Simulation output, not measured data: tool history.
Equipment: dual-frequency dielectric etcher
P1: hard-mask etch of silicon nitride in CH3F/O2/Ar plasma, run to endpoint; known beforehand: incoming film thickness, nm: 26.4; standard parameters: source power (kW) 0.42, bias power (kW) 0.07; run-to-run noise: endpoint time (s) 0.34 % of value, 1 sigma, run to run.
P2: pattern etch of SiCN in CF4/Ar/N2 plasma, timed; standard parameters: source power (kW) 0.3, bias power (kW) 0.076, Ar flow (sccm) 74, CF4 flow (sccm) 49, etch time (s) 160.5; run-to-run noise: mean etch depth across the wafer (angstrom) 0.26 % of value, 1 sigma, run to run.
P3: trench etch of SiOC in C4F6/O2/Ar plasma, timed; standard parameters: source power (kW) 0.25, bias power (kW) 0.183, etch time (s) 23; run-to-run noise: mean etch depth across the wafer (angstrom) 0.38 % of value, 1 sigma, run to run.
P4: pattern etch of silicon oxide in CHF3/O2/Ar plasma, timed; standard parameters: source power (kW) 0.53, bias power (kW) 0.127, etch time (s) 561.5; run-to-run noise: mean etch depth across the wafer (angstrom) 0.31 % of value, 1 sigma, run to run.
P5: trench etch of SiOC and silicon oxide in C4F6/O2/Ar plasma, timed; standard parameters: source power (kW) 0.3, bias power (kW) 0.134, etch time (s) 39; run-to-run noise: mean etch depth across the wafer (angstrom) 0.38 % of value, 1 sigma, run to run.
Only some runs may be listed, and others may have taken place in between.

run   hour  process that ran  source power (kW)  bias power (kW)  Ar flow (sccm)  CF4 flow (sccm)  etch time (s)  endpoint time (s)  mean etch depth across the wafer (angstrom)
  1   14.8                P1               0.42             0.07                                                             37.615
  2   30.1                P2                0.3            0.076              74               49          160.5                                                          967.31
  3   45.1                P1               0.42             0.07                                                             37.801
  4   58.2                P3               0.25            0.183                                              29                                                          500.13
  5   73.3                P4               0.53            0.127                                           753.5                                                           12371
  6     84                P2                0.3            0.076              74               49            218                                                          1312.4
  7   96.7                P1               0.42            0.091                                                             34.327
  8    110                P5                0.3            0.134                                              39                                                          597.19
  9  125.3                P3               0.25            0.183                                              23                                                          395.28
 10  139.1                P1               0.33             0.07                                                             41.487
 11  153.1                P4               0.53            0.127                                           561.5                                                          9260.8
 12  164.3                P2                0.3            0.076              99               49          160.5                                                          928.36
 13  175.4                P4               0.71            0.127                                           561.5                                                           10378
 14  182.4                P1               0.42            0.056                                                             40.604
 15  195.9                P1               0.55             0.07                                                              33.77
 16  208.8                P2               0.22            0.076              74               49          160.5                                                          737.98
 17  219.7                P5                0.3            0.134                                            49.5                                                          763.41
 18  231.3                P4               0.53            0.163                                           561.5                                                          9997.9
 19  242.1                P1               0.55            0.056                                                             36.728
 20  255.7                P1               0.42             0.07                                                             37.875
 21  265.3                P2                0.3            0.103              74               49          160.5                                                            1084
 22  273.1                P3               0.32            0.183                                              23                                                          434.99
 23  285.4                P1               0.42             0.07                                                             37.692
     294.8  -- bias power generator calibrated
 24  300.4                P1               0.42             0.07                                                             37.544
 25  310.3                P5               0.19            0.134                                              39                                                          501.79
 26    318                P2                0.3            0.076              74               31          160.5                                                          904.49
 27  332.9                P3               0.25            0.258                                              23                                                          446.37
 28  340.8                P5                0.3             0.18                                              39                                                          657.85
 29  351.7                P1               0.42             0.07                                                             37.459
 30  360.5                P1               0.42             0.07                                                             37.675
 31  369.3                P1               0.42             0.07                                                             37.947
 32  379.1                P1               0.42             0.07                                                             38.158
 33  388.1                P1               0.42             0.07                                                             38.367
 34  395.6                P1               0.42             0.07                                                             38.159
     397.7  -- wet clean of the chamber
 35  402.9                P1               0.42             0.07                                                             38.207
 36  410.7                P1               0.42             0.07                                                              38.36
 37  419.6                P1               0.42             0.07                                                             38.471
 38  431.3                P1               0.42             0.07                                                             38.562

What P1 gives has crept away from where it was. These 2 causes fit the log equally well, each at the size given:
A: source power that arrives under what is set, % = 4.33
B: bias power that arrives under what is set, % = 4.87
At approximately hour 360.5, the process output began to creep.
What rules out each remaining cause:
chamber walls in a state that lowers the etch rate, %: serviced at hour 397.7, which brought nothing back

Which of the 4 check runs listed below separates the causes, so that each cause would produce a clearly different result? Each run uses one wafer, and its results are marked with question marks.
check 1   443                P2                0.3            0.076              74               49          160.5                                                               ?
check 2   443                P5                0.3            0.134                                              39                                                               ?
check 3   443                P3               0.25            0.183                                              23                                                               ?
check 4   443                P4               0.53            0.127                                           561.5                                                               ?

Outcome of each check run for each possible cause:
  check                                       result    if A    if B
check 1  mean etch depth across the wafer (angstrom)  931.85  951.23
check 2  mean etch depth across the wafer (angstrom)  590.22  591.63
check 3  mean etch depth across the wafer (angstrom)  389.16  389.44
check 4  mean etch depth across the wafer (angstrom)  9094.3    9109
How far apart the two closest causes lie, in the result that separates them most: check 1 2.06 %; check 2 0.24 %; check 3 0.07 %; check 4 0.16 %
Only in check 1 would the causes give clearly different results; in the remaining checks their results would be nearly the same.

Here is what check 1 returned: mean etch depth across the wafer (angstrom) 928.6. Which cause is it?

A is the cause: source power that arrives under what is set, %.
